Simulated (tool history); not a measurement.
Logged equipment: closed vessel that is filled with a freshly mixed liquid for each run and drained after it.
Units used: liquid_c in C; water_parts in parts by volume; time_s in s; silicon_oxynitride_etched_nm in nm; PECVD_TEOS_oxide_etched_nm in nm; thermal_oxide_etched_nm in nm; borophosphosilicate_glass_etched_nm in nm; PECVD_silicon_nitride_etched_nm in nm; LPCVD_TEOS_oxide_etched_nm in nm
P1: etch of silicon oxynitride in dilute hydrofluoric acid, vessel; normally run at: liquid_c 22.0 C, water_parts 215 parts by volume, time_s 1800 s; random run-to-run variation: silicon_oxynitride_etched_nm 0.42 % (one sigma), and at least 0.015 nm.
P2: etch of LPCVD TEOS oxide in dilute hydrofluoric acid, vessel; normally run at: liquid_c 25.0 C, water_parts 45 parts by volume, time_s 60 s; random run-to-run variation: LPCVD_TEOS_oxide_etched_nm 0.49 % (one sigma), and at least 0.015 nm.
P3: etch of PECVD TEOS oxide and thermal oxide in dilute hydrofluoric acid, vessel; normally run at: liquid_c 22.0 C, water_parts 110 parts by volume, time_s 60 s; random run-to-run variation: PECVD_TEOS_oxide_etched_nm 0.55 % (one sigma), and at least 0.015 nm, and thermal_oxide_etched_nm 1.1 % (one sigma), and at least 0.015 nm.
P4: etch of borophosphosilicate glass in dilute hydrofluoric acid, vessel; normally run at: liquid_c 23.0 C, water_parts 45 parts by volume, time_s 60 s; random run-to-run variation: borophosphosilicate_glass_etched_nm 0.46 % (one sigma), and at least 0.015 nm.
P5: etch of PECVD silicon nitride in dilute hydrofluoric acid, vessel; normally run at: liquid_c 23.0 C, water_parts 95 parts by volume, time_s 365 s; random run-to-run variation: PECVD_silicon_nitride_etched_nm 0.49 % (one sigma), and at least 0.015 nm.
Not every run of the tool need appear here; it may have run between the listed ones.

run   hour  process  liquid_c  water_parts  time_s  hours since the thermometer was replaced  hours since the hydrofluoric acid flow meter was replaced  silicon_oxynitride_etched_nm  PECVD_TEOS_oxide_etched_nm  thermal_oxide_etched_nm  borophosphosilicate_glass_etched_nm  PECVD_silicon_nitride_etched_nm  LPCVD_TEOS_oxide_etched_nm
  1   12.8       P1      22.0          215    1800                                    1586.1                                                      449.1                       11.0520
  2   23.7       P3      22.0          110      30                                    1597.0                                                      460.0                                                    6.5963                   1.1410
  3   36.5       P4      23.0           45      60                                    1609.8                                                      472.8                                                                                                                  66.397
  4   49.9       P4      23.0           45      30                                    1623.2                                                      486.2                                                                                                                  33.453
  5   57.3       P5      18.5           95     365                                    1630.6                                                      493.6                                                                                                                                                   12.161
  6   70.4       P1      26.0          215    1800                                    1643.7                                                      506.7                       13.3520
  7   78.7       P1      22.0          215    1800                                    1652.0                                                      515.0                       11.0160
  8   92.4       P1      22.0          385    1800                                    1665.7                                                      528.7                        5.5851
  9   99.7       P4      23.0           45      60                                    1673.0                                                      536.0                                                                                                                  66.195
 10  113.6       P1      22.0          215     915                                    1686.9                                                      549.9                        5.6665
 11  126.0       P4      17.0           45      60                                    1699.3                                                      562.3                                                                                                                  51.860
 12  134.8       P2      25.0           45     115                                    1708.1                                                      571.1                                                                                                                                                                               162.21
 13  142.1       P2      25.0           25      60                                    1715.4                                                      578.4                                                                                                                                                                               157.13
 14  150.1       P5      23.0           95     365                                    1723.4                                                      586.4                                                                                                                                                   16.587
 15  157.8       P3      22.0          110      60                                    1731.1                                                      594.1                                                   13.2830                   2.2328
 16  168.7       P3      22.0           25      60                                    1742.0                                                      605.0                                                   64.1020                  11.0780
 17  184.2       P5      23.0           50     365                                    1757.5                                                      620.5                                                                                                                                                   30.980
 18  198.5       P1      22.0          215    1800                                    1771.8                                                      634.8                       11.1270
 19  207.8       P1      22.0           65     410                                    1781.1                                                      644.1                        9.2764
 20  219.5       P1      22.0          215    1800                                    1792.8                                                      655.8                       11.0470
 21  232.8       P1      17.5          215    1800                                    1806.1                                                      669.1                        9.0721
 22  244.8       P1      22.0          215    1800                                    1818.1                                                      681.1                       11.1480

What will run 23 give?
 23  258.4       P5      23.0           95     365                                    1831.7                                                      694.7                                                                                                                                                        ?

PECVD_silicon_nitride_etched_nm: 16.419 nm

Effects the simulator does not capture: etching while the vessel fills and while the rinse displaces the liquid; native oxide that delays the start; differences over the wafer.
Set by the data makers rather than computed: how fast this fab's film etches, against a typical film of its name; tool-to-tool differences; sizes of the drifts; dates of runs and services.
